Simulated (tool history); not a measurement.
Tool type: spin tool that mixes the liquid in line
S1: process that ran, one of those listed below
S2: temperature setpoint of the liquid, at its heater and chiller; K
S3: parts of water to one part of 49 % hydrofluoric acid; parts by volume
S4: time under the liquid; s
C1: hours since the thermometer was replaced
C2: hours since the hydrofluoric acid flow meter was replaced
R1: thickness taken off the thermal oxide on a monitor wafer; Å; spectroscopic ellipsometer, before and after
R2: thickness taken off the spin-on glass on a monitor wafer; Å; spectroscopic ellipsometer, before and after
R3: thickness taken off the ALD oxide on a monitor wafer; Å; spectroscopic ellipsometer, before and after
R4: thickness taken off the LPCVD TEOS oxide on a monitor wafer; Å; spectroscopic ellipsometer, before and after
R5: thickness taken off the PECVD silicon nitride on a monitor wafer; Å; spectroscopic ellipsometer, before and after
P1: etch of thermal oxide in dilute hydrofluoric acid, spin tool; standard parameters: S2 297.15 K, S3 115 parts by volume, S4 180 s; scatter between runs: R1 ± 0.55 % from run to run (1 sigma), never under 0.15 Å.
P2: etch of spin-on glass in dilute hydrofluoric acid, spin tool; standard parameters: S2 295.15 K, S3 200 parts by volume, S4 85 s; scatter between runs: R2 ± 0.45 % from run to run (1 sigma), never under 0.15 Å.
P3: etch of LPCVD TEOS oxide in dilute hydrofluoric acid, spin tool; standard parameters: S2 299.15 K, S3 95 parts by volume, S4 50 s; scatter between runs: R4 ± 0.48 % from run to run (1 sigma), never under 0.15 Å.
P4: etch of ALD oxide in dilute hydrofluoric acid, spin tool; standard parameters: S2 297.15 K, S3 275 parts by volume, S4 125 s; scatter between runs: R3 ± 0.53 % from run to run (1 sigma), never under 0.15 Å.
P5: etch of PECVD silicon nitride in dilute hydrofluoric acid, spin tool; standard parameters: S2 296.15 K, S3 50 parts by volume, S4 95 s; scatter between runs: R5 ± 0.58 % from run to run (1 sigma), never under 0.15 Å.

run,hour,S1,S2,S3,S4,C1,C2,R1,R2,R3,R4,R5
1,15.5,P1,297.15,115,180,394.9,1330.9,70.7050,,,,
2,31.5,P1,297.15,115,15,410.9,1346.9,6.1786,,,,
# hour 40.9: hydrofluoric acid flow meter replaced
3,42.9,P1,297.15,115,180,422.3,2.1,71.1140,,,,
4,58.6,P1,297.15,185,180,438.0,17.8,40.8240,,,,
5,73.9,P2,290.15,200,85,453.3,33.1,,102.660,,,
6,89.7,P4,297.15,110,125,469.1,48.9,,,365.790,,
7,106.3,P2,295.15,200,85,485.7,65.5,,125.290,,,
8,114.7,P1,290.65,115,180,494.1,73.9,55.2770,,,,
9,129.8,P1,297.15,115,180,509.2,89.0,71.0040,,,,
10,139.6,P3,291.15,95,50,519.0,98.8,,,,98.381,
11,148.6,P4,292.65,275,125,528.0,107.8,,,103.020,,
12,164.4,P3,299.15,95,50,543.8,123.6,,,,136.670,
13,173.0,P5,296.15,90,95,552.4,132.2,,,,,33.640
14,180.8,P1,297.15,115,180,560.2,140.0,71.2520,,,,
15,188.6,P1,297.15,30,180,568.0,147.8,304.9600,,,,
16,200.0,P2,295.15,200,40,579.4,159.2,,58.671,,,
17,217.6,P3,299.15,175,50,597.0,176.8,,,,67.337,
18,227.0,P2,295.15,55,85,606.4,186.2,,533.290,,,
19,235.8,P1,297.15,115,180,615.2,195.0,71.5150,,,,
20,252.1,P4,297.15,275,20,631.5,211.3,,,19.358,,
21,261.6,P1,297.15,115,330,641.0,220.8,131.7100,,,,
22,277.8,P5,290.15,50,95,657.2,237.0,,,,,39.009
23,294.3,P4,297.15,275,125,673.7,253.5,,,121.210,,
24,311.7,P3,299.15,95,80,691.1,270.9,,,,218.570,
25,323.4,P5,296.15,50,165,702.8,282.6,,,,,102.890
26,340.3,P5,296.15,50,95,719.7,299.5,,,,,59.212
27,357.9,P1,297.15,200,290,737.3,317.1,59.4980,,,,
28,369.9,P1,302.65,115,180,749.3,329.1,87.8410,,,,
29,377.7,P1,297.15,115,180,757.1,336.9,72.1340,,,,
30,390.4,P1,297.15,115,180,769.8,349.6,74.3310,,,,
31,406.4,P1,297.15,115,180,785.8,365.6,75.0530,,,,
32,418.9,P1,297.15,115,180,798.3,378.1,75.9220,,,,
33,431.3,P1,297.15,115,180,810.7,390.5,76.4570,,,,
34,444.1,P1,297.15,115,180,823.5,403.3,76.9530,,,,
35,455.1,P1,297.15,115,180,834.5,414.3,77.3790,,,,
36,467.6,P1,297.15,115,180,847.0,426.8,76.8110,,,,
37,481.7,P1,297.15,115,180,861.1,440.9,77.8070,,,,
38,499.3,P1,297.15,115,180,878.7,458.5,77.6770,,,,
39,513.8,P1,297.15,115,180,893.2,473.0,78.5870,,,,

What P1 gives has crept off from where it sat before. The 2 causes that follow fit the log equally well, each at the size noted:
A: liquid hotter than its thermometer reads (K) = 2.18
B: hydrofluoric acid flow above the setpoint (%) = 7.71
At approximately hour 377.7, the process output began to creep.

The check runs listed below each take one wafer, and their results are still question marks. Under which run would the listed causes lead to clearly different results?
check 1,528.3,P3,291.15,160,50,,,,,,?,
check 2,528.3,P5,292.65,50,140,,,,,,,?
check 3,528.3,P2,295.15,60,85,,,,?,,,
check 4,528.3,P4,297.15,145,125,,,,,?,,

Check results expected under each cause:
check,result,if A,if B
check 1,R4,59.989,59.902
check 2,R5,79.786,73.752
check 3,R2,533.800,528.420
check 4,R3,288.430,289.470
Per-check spread between the two closest causes, in the result where they differ most: check 1 0.15 %; check 2 7.86 %; check 3 1.01 %; check 4 0.36 %
Check 2 is the one run that separates the causes; every other check would come out nearly the same whichever cause is at work.

The results of check 2 are: R5 80.055 Å. Based on these, which of the listed causes is it?

It is A: liquid hotter than its thermometer reads (K).

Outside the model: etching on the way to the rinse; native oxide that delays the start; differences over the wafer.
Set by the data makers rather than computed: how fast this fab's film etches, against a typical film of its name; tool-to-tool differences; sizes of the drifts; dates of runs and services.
